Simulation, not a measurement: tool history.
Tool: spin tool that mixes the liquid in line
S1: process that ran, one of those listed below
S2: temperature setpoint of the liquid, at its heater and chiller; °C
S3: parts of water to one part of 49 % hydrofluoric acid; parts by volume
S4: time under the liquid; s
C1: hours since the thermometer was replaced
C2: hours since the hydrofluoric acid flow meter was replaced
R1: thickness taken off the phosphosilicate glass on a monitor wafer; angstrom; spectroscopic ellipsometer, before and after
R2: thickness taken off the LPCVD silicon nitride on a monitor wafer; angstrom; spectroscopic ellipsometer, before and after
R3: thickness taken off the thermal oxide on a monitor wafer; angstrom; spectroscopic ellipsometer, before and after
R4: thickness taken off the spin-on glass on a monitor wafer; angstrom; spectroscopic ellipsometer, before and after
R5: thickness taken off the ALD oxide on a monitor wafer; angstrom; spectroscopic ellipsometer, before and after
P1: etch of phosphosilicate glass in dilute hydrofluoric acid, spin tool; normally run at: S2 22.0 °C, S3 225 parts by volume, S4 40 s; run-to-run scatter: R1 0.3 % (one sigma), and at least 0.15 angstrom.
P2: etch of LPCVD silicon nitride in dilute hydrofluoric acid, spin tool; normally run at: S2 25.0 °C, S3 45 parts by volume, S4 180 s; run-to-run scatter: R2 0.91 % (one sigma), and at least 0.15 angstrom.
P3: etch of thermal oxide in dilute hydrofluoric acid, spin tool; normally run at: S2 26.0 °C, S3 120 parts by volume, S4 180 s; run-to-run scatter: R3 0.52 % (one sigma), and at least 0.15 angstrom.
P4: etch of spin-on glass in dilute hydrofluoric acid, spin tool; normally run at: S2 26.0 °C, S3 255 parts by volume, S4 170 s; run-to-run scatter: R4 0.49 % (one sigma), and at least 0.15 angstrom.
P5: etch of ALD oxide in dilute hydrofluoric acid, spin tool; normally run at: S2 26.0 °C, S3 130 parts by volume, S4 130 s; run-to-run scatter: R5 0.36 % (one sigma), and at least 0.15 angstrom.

run,day,S1,S2,S3,S4,C1,C2,R1,R2,R3,R4,R5
1,0.167,P1,22.0,225,40,1434.1,795.3,151.840,,,,
2,0.488,P2,25.0,45,180,1441.8,803.0,,21.2700,,,
3,0.767,P3,18.5,120,180,1448.5,809.7,,,53.2980,,
4,1.088,P3,26.0,120,15,1456.2,817.4,,,6.3835,,
5,1.288,P3,26.0,120,180,1461.0,822.2,,,71.1990,,
6,1.542,P2,30.0,45,180,1467.1,828.3,,29.3500,,,
7,1.796,P1,22.0,380,40,1473.2,834.4,77.809,,,,
8,2.021,P4,26.0,395,170,1478.6,839.8,,,,130.820,
9,2.362,P1,18.5,225,15,1486.8,848.0,49.864,,,,
10,2.529,P1,22.0,225,15,1490.8,852.0,57.264,,,,
11,2.858,P2,25.0,45,50,1498.7,859.9,,5.8816,,,
12,3.129,P2,25.0,30,180,1505.2,866.4,,30.9070,,,
13,3.358,P1,22.0,225,40,1510.7,871.9,152.140,,,,
14,3.596,P5,29.5,130,130,1516.4,877.6,,,,,116.860
15,3.904,P3,26.0,185,180,1523.8,885.0,,,43.0180,,
16,4.154,P3,26.0,120,180,1529.8,891.0,,,71.7430,,
17,4.450,P4,26.0,255,170,1536.9,898.1,,,,233.270,
18,4.767,P1,22.0,225,80,1544.5,905.7,305.120,,,,
19,5.096,P1,18.0,225,75,1552.4,913.6,244.120,,,,
20,5.388,P1,17.5,225,40,1559.4,920.6,127.880,,,,
21,5.546,P4,26.0,255,30,1563.2,924.4,,,,41.204,
22,5.717,P1,26.0,225,40,1567.3,928.5,176.230,,,,
23,6.038,P5,26.0,130,130,1575.0,936.2,,,,,101.890
24,6.275,P1,22.0,225,40,1580.7,941.9,151.970,,,,
25,6.492,P5,26.0,190,130,1585.9,947.1,,,,,65.126
26,6.742,P1,22.0,225,40,1591.9,953.1,151.900,,,,
27,7.088,P5,26.0,130,130,1600.2,961.4,,,,,102.560
28,7.300,P1,22.0,80,40,1605.3,966.5,500.140,,,,
29,7.550,P2,25.0,45,180,1611.3,972.5,,20.4550,,,
30,7.788,P4,19.0,255,170,1617.0,978.2,,,,182.370,
31,7.983,P5,26.0,130,190,1621.7,982.9,,,,,149.250
32,8.288,P1,22.0,225,40,1629.0,990.2,152.150,,,,
33,8.538,P1,22.0,225,40,1635.0,996.2,155.300,,,,
34,8.762,P1,22.0,225,40,1640.4,1001.6,158.380,,,,

Run 35 comes next. What will it give?
35,8.983,P1,22.0,225,40,1645.7,1006.9,?,,,,

{"run 35": {"R1": 159.44}}
